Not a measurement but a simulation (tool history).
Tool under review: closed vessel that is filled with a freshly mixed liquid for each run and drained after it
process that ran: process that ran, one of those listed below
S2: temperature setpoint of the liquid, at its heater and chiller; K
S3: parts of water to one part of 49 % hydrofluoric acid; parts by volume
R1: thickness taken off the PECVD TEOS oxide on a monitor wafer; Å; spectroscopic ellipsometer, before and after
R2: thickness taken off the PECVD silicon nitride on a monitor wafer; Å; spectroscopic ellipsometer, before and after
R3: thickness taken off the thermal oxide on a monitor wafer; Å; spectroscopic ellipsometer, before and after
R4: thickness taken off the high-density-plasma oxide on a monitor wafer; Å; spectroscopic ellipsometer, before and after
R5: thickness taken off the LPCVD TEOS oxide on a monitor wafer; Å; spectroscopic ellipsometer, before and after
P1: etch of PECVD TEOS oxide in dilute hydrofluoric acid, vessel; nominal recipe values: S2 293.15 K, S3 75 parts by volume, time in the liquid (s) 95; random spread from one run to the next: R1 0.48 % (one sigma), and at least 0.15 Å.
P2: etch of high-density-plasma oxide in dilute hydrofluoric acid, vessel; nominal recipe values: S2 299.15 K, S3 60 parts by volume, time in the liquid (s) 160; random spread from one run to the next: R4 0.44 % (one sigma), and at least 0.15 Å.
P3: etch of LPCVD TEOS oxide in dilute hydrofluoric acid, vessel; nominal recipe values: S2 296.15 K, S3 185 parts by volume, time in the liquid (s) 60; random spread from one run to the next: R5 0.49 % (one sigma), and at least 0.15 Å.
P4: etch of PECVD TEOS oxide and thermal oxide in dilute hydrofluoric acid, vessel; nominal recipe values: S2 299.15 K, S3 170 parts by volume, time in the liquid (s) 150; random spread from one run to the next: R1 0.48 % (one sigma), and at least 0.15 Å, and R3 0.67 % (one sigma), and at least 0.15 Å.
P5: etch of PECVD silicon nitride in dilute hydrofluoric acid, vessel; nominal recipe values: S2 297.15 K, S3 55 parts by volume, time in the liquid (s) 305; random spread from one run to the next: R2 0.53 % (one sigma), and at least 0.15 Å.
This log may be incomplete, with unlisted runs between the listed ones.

Run 1, hour 7.9: process that ran P1, S2 293.15 K, S3 75 parts by volume, time in the liquid (s) 95. Result: R1 319.450 Å.
Run 2, hour 19.3: process that ran P1, S2 293.15 K, S3 120 parts by volume, time in the liquid (s) 95. Result: R1 188.340 Å.
Run 3, hour 30.6: process that ran P5, S2 297.15 K, S3 55 parts by volume, time in the liquid (s) 305. Result: R2 94.140 Å.
Run 4, hour 42.5: process that ran P1, S2 293.15 K, S3 75 parts by volume, time in the liquid (s) 95. Result: R1 315.600 Å.
Run 5, hour 56.9: process that ran P5, S2 297.15 K, S3 55 parts by volume, time in the liquid (s) 525. Result: R2 161.340 Å.
Run 6, hour 65.0: process that ran P4, S2 293.65 K, S3 170 parts by volume, time in the liquid (s) 150. Result: R1 61.843 Å, R3 35.688 Å.
Run 7, hour 75.5: process that ran P4, S2 299.15 K, S3 40 parts by volume, time in the liquid (s) 150. Result: R1 377.650 Å, R3 221.190 Å.
Run 8, hour 88.3: process that ran P1, S2 293.15 K, S3 75 parts by volume, time in the liquid (s) 95. Result: R1 318.810 Å.
Run 9, hour 95.2: process that ran P1, S2 293.15 K, S3 45 parts by volume, time in the liquid (s) 95. Result: R1 545.880 Å.
Run 10, hour 105.9: process that ran P1, S2 299.15 K, S3 75 parts by volume, time in the liquid (s) 155. Result: R1 665.330 Å.
Run 11, hour 118.7: process that ran P2, S2 299.15 K, S3 40 parts by volume, time in the liquid (s) 160. Result: R4 331.790 Å.
Run 12, hour 130.0: process that ran P2, S2 305.65 K, S3 60 parts by volume, time in the liquid (s) 160. Result: R4 277.760 Å.
Run 13, hour 143.9: process that ran P5, S2 297.15 K, S3 85 parts by volume, time in the liquid (s) 305. Result: R2 61.928 Å.
Run 14, hour 154.0: process that ran P4, S2 299.15 K, S3 170 parts by volume, time in the liquid (s) 150. Result: R1 75.897 Å, R3 43.473 Å.
Run 15, hour 162.7: process that ran P4, S2 299.15 K, S3 170 parts by volume, time in the liquid (s) 290. Result: R1 144.680 Å, R3 84.411 Å.
Run 16, hour 177.8: process that ran P2, S2 299.15 K, S3 60 parts by volume, time in the liquid (s) 160. Result: R4 216.870 Å.
Run 17, hour 188.4: process that ran P1, S2 298.15 K, S3 75 parts by volume, time in the liquid (s) 95. Result: R1 389.960 Å.
Run 18, hour 201.3: process that ran P1, S2 293.15 K, S3 75 parts by volume, time in the liquid (s) 30. Result: R1 99.677 Å.
Run 19, hour 212.6: process that ran P3, S2 296.15 K, S3 85 parts by volume, time in the liquid (s) 60. Result: R5 204.010 Å.
Run 20, hour 225.5: process that ran P1, S2 293.15 K, S3 75 parts by volume, time in the liquid (s) 95. Result: R1 316.770 Å.
Run 21, hour 232.2: process that ran P3, S2 296.15 K, S3 185 parts by volume, time in the liquid (s) 60. Result: R5 83.151 Å.
Run 22, hour 241.5: process that ran P2, S2 299.15 K, S3 60 parts by volume, time in the liquid (s) 30. Result: R4 40.202 Å.
Run 23, hour 255.5: process that ran P2, S2 299.15 K, S3 60 parts by volume, time in the liquid (s) 160. Result: R4 215.320 Å.
Run 24, hour 267.9: process that ran P1, S2 290.15 K, S3 20 parts by volume, time in the liquid (s) 95. Result: R1 1112.800 Å.
Run 25, hour 278.2: process that ran P3, S2 290.15 K, S3 185 parts by volume, time in the liquid (s) 60. Result: R5 65.646 Å.
Run 26, hour 287.8: process that ran P3, S2 296.15 K, S3 185 parts by volume, time in the liquid (s) 100. Result: R5 138.880 Å.
Run 27, hour 301.0: process that ran P1, S2 293.15 K, S3 75 parts by volume, time in the liquid (s) 95. Result: R1 319.560 Å.
Run 28, hour 312.7: process that ran P5, S2 293.65 K, S3 55 parts by volume, time in the liquid (s) 305. Result: R2 74.506 Å.
Run 29, hour 322.4: process that ran P1, S2 290.15 K, S3 75 parts by volume, time in the liquid (s) 95. Result: R1 280.790 Å.
Run 30, hour 337.0: process that ran P1, S2 293.15 K, S3 75 parts by volume, time in the liquid (s) 155. Result: R1 520.460 Å.
Run 31, hour 350.0: process that ran P1, S2 293.15 K, S3 75 parts by volume, time in the liquid (s) 95. Result: R1 316.610 Å.
Run 32, hour 362.7: process that ran P1, S2 293.15 K, S3 75 parts by volume, time in the liquid (s) 95. Result: R1 315.570 Å.
Run 33, hour 376.7: process that ran P1, S2 293.15 K, S3 75 parts by volume, time in the liquid (s) 95. Result: R1 334.030 Å.
Run 34, hour 383.5: process that ran P1, S2 293.15 K, S3 75 parts by volume, time in the liquid (s) 95. Result: R1 336.970 Å.
Run 35, hour 396.3: process that ran P1, S2 293.15 K, S3 75 parts by volume, time in the liquid (s) 95. Result: R1 341.430 Å.
Run 36, hour 403.9: process that ran P1, S2 293.15 K, S3 75 parts by volume, time in the liquid (s) 95. Result: R1 342.570 Å.

For run 37, what comes out?
Run 37, hour 415.2: process that ran P1, S2 293.15 K, S3 75 parts by volume, time in the liquid (s) 95. Result: R1 ?.

Run 37 produced R1 346.860 Å.

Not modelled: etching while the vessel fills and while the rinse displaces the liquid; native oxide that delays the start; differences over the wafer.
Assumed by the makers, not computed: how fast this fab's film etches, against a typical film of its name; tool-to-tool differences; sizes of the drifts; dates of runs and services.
